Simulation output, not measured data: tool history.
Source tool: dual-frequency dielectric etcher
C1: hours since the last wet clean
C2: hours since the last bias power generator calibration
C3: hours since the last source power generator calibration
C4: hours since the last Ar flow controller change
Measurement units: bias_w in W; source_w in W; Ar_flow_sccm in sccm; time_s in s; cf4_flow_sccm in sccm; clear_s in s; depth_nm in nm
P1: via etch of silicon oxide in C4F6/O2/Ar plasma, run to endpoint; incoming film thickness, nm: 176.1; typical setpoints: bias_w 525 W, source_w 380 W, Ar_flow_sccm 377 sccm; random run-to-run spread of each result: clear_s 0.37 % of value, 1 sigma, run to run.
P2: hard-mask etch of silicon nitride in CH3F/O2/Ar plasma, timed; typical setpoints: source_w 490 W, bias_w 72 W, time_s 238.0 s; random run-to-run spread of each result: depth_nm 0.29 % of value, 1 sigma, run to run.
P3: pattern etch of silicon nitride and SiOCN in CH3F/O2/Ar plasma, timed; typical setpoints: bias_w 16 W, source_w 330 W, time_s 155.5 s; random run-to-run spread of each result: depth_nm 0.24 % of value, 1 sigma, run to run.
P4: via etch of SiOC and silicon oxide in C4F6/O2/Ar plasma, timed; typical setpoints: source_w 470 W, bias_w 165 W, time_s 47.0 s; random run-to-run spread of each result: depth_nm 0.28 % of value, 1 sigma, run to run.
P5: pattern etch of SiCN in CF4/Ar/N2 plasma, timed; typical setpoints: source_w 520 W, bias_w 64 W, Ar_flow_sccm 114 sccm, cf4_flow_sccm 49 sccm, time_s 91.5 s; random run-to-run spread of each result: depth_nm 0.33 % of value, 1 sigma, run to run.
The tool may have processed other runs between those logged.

run 1 hour=19.2 | process=P1 bias_w=525 source_w=380 Ar_flow_sccm=377 | C1=310.3 C2=1659.4 C3=2547.1 C4=1697.7 | clear_s=39.226
run 2 hour=28.2 | process=P3 bias_w=16 source_w=330 time_s=195.0 | C1=319.3 C2=1668.4 C3=2556.1 C4=1706.7 | depth_nm=21.226
run 3 hour=39.9 | process=P1 bias_w=525 source_w=380 Ar_flow_sccm=377 | C1=331.0 C2=1680.1 C3=2567.8 C4=1718.4 | clear_s=39.175
run 4 hour=56.0 | process=P1 bias_w=355 source_w=380 Ar_flow_sccm=227 | C1=347.1 C2=1696.2 C3=2583.9 C4=1734.5 | clear_s=42.940
run 5 hour=73.1 | process=P5 bias_w=64 source_w=640 Ar_flow_sccm=114 time_s=91.5 cf4_flow_sccm=49 | C1=364.2 C2=1713.3 C3=2601.0 C4=1751.6 | depth_nm=95.324
run 6 hour=83.6 | process=P2 bias_w=72 source_w=350 time_s=238.0 | C1=374.7 C2=1723.8 C3=2611.5 C4=1762.1 | depth_nm=156.140
run 7 hour=98.0 | process=P5 bias_w=64 source_w=520 Ar_flow_sccm=114 time_s=116.0 cf4_flow_sccm=49 | C1=389.1 C2=1738.2 C3=2625.9 C4=1776.5 | depth_nm=99.962
run 8 hour=110.7 | process=P3 bias_w=16 source_w=240 time_s=155.5 | C1=401.8 C2=1750.9 C3=2638.6 C4=1789.2 | depth_nm=15.144
-- hour=114.3 bias power generator calibrated
run 9 hour=127.9 | process=P5 bias_w=64 source_w=520 Ar_flow_sccm=114 time_s=91.5 cf4_flow_sccm=49 | C1=419.0 C2=13.7 C3=2655.8 C4=1806.4 | depth_nm=79.443
run 10 hour=138.7 | process=P1 bias_w=716 source_w=380 Ar_flow_sccm=306 | C1=429.8 C2=24.5 C3=2666.6 C4=1817.2 | clear_s=34.013
run 11 hour=156.8 | process=P2 bias_w=72 source_w=490 time_s=238.0 | C1=447.9 C2=42.6 C3=2684.7 C4=1835.3 | depth_nm=176.540
run 12 hour=170.0 | process=P5 bias_w=64 source_w=520 Ar_flow_sccm=114 time_s=91.5 cf4_flow_sccm=49 | C1=461.1 C2=55.8 C3=2697.9 C4=1848.5 | depth_nm=79.234
run 13 hour=185.3 | process=P3 bias_w=16 source_w=330 time_s=155.5 | C1=476.4 C2=71.1 C3=2713.2 C4=1863.8 | depth_nm=16.894
run 14 hour=201.5 | process=P3 bias_w=21 source_w=330 time_s=155.5 | C1=492.6 C2=87.3 C3=2729.4 C4=1880.0 | depth_nm=18.940
run 15 hour=220.2 | process=P5 bias_w=42 source_w=520 Ar_flow_sccm=114 time_s=91.5 cf4_flow_sccm=49 | C1=511.3 C2=106.0 C3=2748.1 C4=1898.7 | depth_nm=68.442
run 16 hour=229.6 | process=P5 bias_w=64 source_w=520 Ar_flow_sccm=114 time_s=91.5 cf4_flow_sccm=58 | C1=520.7 C2=115.4 C3=2757.5 C4=1908.1 | depth_nm=80.870
run 17 hour=242.2 | process=P4 bias_w=165 source_w=470 time_s=58.5 | C1=533.3 C2=128.0 C3=2770.1 C4=1920.7 | depth_nm=69.318
run 18 hour=251.3 | process=P2 bias_w=72 source_w=490 time_s=325.0 | C1=542.4 C2=137.1 C3=2779.2 C4=1929.8 | depth_nm=242.740
run 19 hour=261.8 | process=P1 bias_w=525 source_w=380 Ar_flow_sccm=290 | C1=552.9 C2=147.6 C3=2789.7 C4=1940.3 | clear_s=38.270
run 20 hour=274.8 | process=P1 bias_w=525 source_w=380 Ar_flow_sccm=469 | C1=565.9 C2=160.6 C3=2802.7 C4=1953.3 | clear_s=40.082
run 21 hour=290.8 | process=P4 bias_w=119 source_w=470 time_s=47.0 | C1=581.9 C2=176.6 C3=2818.7 C4=1969.3 | depth_nm=50.598
run 22 hour=300.2 | process=P4 bias_w=165 source_w=470 time_s=47.0 | C1=591.3 C2=186.0 C3=2828.1 C4=1978.7 | depth_nm=55.703
run 23 hour=314.5 | process=P1 bias_w=525 source_w=520 Ar_flow_sccm=377 | C1=605.6 C2=200.3 C3=2842.4 C4=1993.0 | clear_s=34.790
run 24 hour=331.1 | process=P4 bias_w=165 source_w=560 time_s=47.0 | C1=622.2 C2=216.9 C3=2859.0 C4=2009.6 | depth_nm=59.872
run 25 hour=345.4 | process=P1 bias_w=525 source_w=300 Ar_flow_sccm=377 | C1=636.5 C2=231.2 C3=2873.3 C4=2023.9 | clear_s=42.718
run 26 hour=354.0 | process=P1 bias_w=525 source_w=380 Ar_flow_sccm=377 | C1=645.1 C2=239.8 C3=2881.9 C4=2032.5 | clear_s=39.351
run 27 hour=370.0 | process=P1 bias_w=525 source_w=310 Ar_flow_sccm=292 | C1=661.1 C2=255.8 C3=2897.9 C4=2048.5 | clear_s=41.087
run 28 hour=380.8 | process=P2 bias_w=100 source_w=490 time_s=238.0 | C1=671.9 C2=266.6 C3=2908.7 C4=2059.3 | depth_nm=199.690
run 29 hour=393.5 | process=P1 bias_w=723 source_w=380 Ar_flow_sccm=377 | C1=684.6 C2=279.3 C3=2921.4 C4=2072.0 | clear_s=34.724
run 30 hour=411.4 | process=P1 bias_w=525 source_w=380 Ar_flow_sccm=377 | C1=702.5 C2=297.2 C3=2939.3 C4=2089.9 | clear_s=39.147
run 31 hour=422.6 | process=P4 bias_w=165 source_w=470 time_s=47.0 | C1=713.7 C2=308.4 C3=2950.5 C4=2101.1 | depth_nm=55.843
run 32 hour=435.8 | process=P1 bias_w=525 source_w=380 Ar_flow_sccm=377 | C1=726.9 C2=321.6 C3=2963.7 C4=2114.3 | clear_s=39.288
run 33 hour=447.1 | process=P1 bias_w=525 source_w=380 Ar_flow_sccm=377 | C1=738.2 C2=332.9 C3=2975.0 C4=2125.6 | clear_s=39.462
run 34 hour=459.3 | process=P3 bias_w=16 source_w=330 time_s=155.5 | C1=750.4 C2=345.1 C3=2987.2 C4=2137.8 | depth_nm=16.912
run 35 hour=468.7 | process=P5 bias_w=64 source_w=520 Ar_flow_sccm=161 time_s=91.5 cf4_flow_sccm=49 | C1=759.8 C2=354.5 C3=2996.6 C4=2147.2 | depth_nm=74.307
run 36 hour=481.2 | process=P1 bias_w=330 source_w=380 Ar_flow_sccm=377 | C1=772.3 C2=367.0 C3=3009.1 C4=2159.7 | clear_s=46.369
run 37 hour=498.6 | process=P1 bias_w=525 source_w=380 Ar_flow_sccm=377 | C1=789.7 C2=384.4 C3=3026.5 C4=2177.1 | clear_s=39.476
run 38 hour=517.3 | process=P1 bias_w=525 source_w=380 Ar_flow_sccm=377 | C1=808.4 C2=403.1 C3=3045.2 C4=2195.8 | clear_s=39.199
run 39 hour=526.6 | process=P1 bias_w=525 source_w=380 Ar_flow_sccm=377 | C1=817.7 C2=412.4 C3=3054.5 C4=2205.1 | clear_s=39.578
run 40 hour=544.6 | process=P1 bias_w=525 source_w=380 Ar_flow_sccm=377 | C1=835.7 C2=430.4 C3=3072.5 C4=2223.1 | clear_s=39.751
-- hour=556.0 wet clean of the chamber
run 41 hour=559.2 | process=P1 bias_w=525 source_w=380 Ar_flow_sccm=377 | C1=3.2 C2=445.0 C3=3087.1 C4=2237.7 | clear_s=39.786
run 42 hour=570.9 | process=P1 bias_w=525 source_w=380 Ar_flow_sccm=377 | C1=14.9 C2=456.7 C3=3098.8 C4=2249.4 | clear_s=39.681
run 43 hour=584.4 | process=P1 bias_w=525 source_w=380 Ar_flow_sccm=377 | C1=28.4 C2=470.2 C3=3112.3 C4=2262.9 | clear_s=39.963
run 44 hour=603.4 | process=P1 bias_w=525 source_w=380 Ar_flow_sccm=377 | C1=47.4 C2=489.2 C3=3131.3 C4=2281.9 | clear_s=40.052
run 45 hour=616.5 | process=P1 bias_w=525 source_w=380 Ar_flow_sccm=377 | C1=60.5 C2=502.3 C3=3144.4 C4=2295.0 | clear_s=39.952
run 46 hour=632.9 | process=P1 bias_w=525 source_w=380 Ar_flow_sccm=377 | C1=76.9 C2=518.7 C3=3160.8 C4=2311.4 | clear_s=40.029

For run 47, what comes out?
run 47 hour=650.4 | process=P1 bias_w=525 source_w=380 Ar_flow_sccm=377 | C1=94.4 C2=536.2 C3=3178.3 C4=2328.9 | clear_s=?

clear_s: 40.120 s
